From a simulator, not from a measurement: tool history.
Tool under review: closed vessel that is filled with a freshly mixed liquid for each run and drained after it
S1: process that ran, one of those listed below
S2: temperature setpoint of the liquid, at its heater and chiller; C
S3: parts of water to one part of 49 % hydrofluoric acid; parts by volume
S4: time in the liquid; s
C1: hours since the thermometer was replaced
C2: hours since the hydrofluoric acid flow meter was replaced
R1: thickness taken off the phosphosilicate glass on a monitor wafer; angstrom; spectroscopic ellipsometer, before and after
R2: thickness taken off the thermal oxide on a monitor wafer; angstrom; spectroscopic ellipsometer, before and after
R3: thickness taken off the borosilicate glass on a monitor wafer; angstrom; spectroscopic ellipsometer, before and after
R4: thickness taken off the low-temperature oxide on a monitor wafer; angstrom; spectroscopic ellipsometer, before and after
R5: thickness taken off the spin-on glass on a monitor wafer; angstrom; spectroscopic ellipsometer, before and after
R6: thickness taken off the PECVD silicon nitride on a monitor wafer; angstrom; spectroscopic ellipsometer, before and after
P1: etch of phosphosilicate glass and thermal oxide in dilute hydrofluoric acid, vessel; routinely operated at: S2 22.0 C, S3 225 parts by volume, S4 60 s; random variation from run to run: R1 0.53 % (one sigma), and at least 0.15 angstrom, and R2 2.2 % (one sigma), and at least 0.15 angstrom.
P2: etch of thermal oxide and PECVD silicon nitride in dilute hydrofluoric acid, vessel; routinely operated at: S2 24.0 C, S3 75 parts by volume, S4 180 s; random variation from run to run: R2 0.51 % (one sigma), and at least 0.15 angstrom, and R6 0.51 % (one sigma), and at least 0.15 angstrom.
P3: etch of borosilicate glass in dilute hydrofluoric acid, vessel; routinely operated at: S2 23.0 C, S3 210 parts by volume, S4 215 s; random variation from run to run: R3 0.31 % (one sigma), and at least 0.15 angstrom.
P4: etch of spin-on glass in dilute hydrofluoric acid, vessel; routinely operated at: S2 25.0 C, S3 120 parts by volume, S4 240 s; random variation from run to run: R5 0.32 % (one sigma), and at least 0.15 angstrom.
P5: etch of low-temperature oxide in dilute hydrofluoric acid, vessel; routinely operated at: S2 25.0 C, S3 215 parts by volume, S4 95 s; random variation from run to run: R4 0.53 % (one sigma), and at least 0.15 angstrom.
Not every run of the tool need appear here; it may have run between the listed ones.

run,hour,S1,S2,S3,S4,C1,C2,R1,R2,R3,R4,R5,R6
1,7.0,P1,22.0,225,60,1173.2,1275.8,312.83,10.0760,,,,
2,11.8,P1,18.5,225,60,1178.0,1280.6,273.51,9.2497,,,,
3,20.3,P3,23.0,210,215,1186.5,1289.1,,,259.12,,,
4,28.3,P5,25.0,215,145,1194.5,1297.1,,,,159.57,,
5,37.3,P1,22.0,225,35,1203.5,1306.1,181.48,6.1475,,,,
6,44.6,P4,25.0,120,415,1210.8,1313.4,,,,,812.70,
7,49.0,P3,27.5,210,215,1215.2,1317.8,,,304.28,,,
8,57.2,P4,25.0,55,240,1223.4,1326.0,,,,,1112.30,
9,65.1,P1,22.0,225,95,1231.3,1333.9,496.25,16.1960,,,,
10,70.7,P1,25.5,155,60,1236.9,1339.5,555.02,18.6950,,,,
11,79.8,P1,25.5,60,60,1246.0,1348.6,1614.40,52.4850,,,,
12,85.3,P2,29.0,75,180,1251.5,1354.1,,135.9100,,,,76.333
13,91.1,P3,23.0,210,215,1257.3,1359.9,,,258.40,,,
14,96.2,P5,32.0,215,95,1262.4,1365.0,,,,132.13,,
15,105.1,P5,25.0,110,95,1271.3,1373.9,,,,227.70,,
16,111.9,P1,22.0,225,60,1278.1,1380.7,312.62,10.1260,,,,
17,116.1,P2,24.0,20,180,1282.3,1384.9,,451.0400,,,,200.740
18,122.4,P5,25.0,215,95,1288.6,1391.2,,,,103.69,,
19,130.0,P4,25.0,120,240,1296.2,1398.8,,,,,470.31,
20,136.2,P1,22.0,225,60,1302.4,1405.0,311.93,9.7905,,,,
21,142.5,P2,24.0,75,70,1308.7,1411.3,,43.6320,,,,21.250
22,150.3,P1,22.0,225,60,1316.5,1419.1,315.07,10.3770,,,,
23,154.7,P2,24.0,75,180,1320.9,1423.5,,111.4500,,,,55.278
24,160.0,P1,22.0,330,60,1326.2,1428.8,194.42,6.1276,,,,
25,165.6,P1,28.0,225,60,1331.8,1434.4,390.09,12.8120,,,,
26,173.0,P1,22.0,125,60,1339.2,1441.8,623.92,20.3480,,,,
27,179.4,P2,24.0,75,180,1345.6,1448.2,,112.4500,,,,54.658
28,187.1,P3,23.0,210,420,1353.3,1455.9,,,505.27,,,

For run 29, what comes out?
29,196.2,P4,17.0,120,240,1362.4,1465.0,,,,,?,

R5: 341.00 angstrom
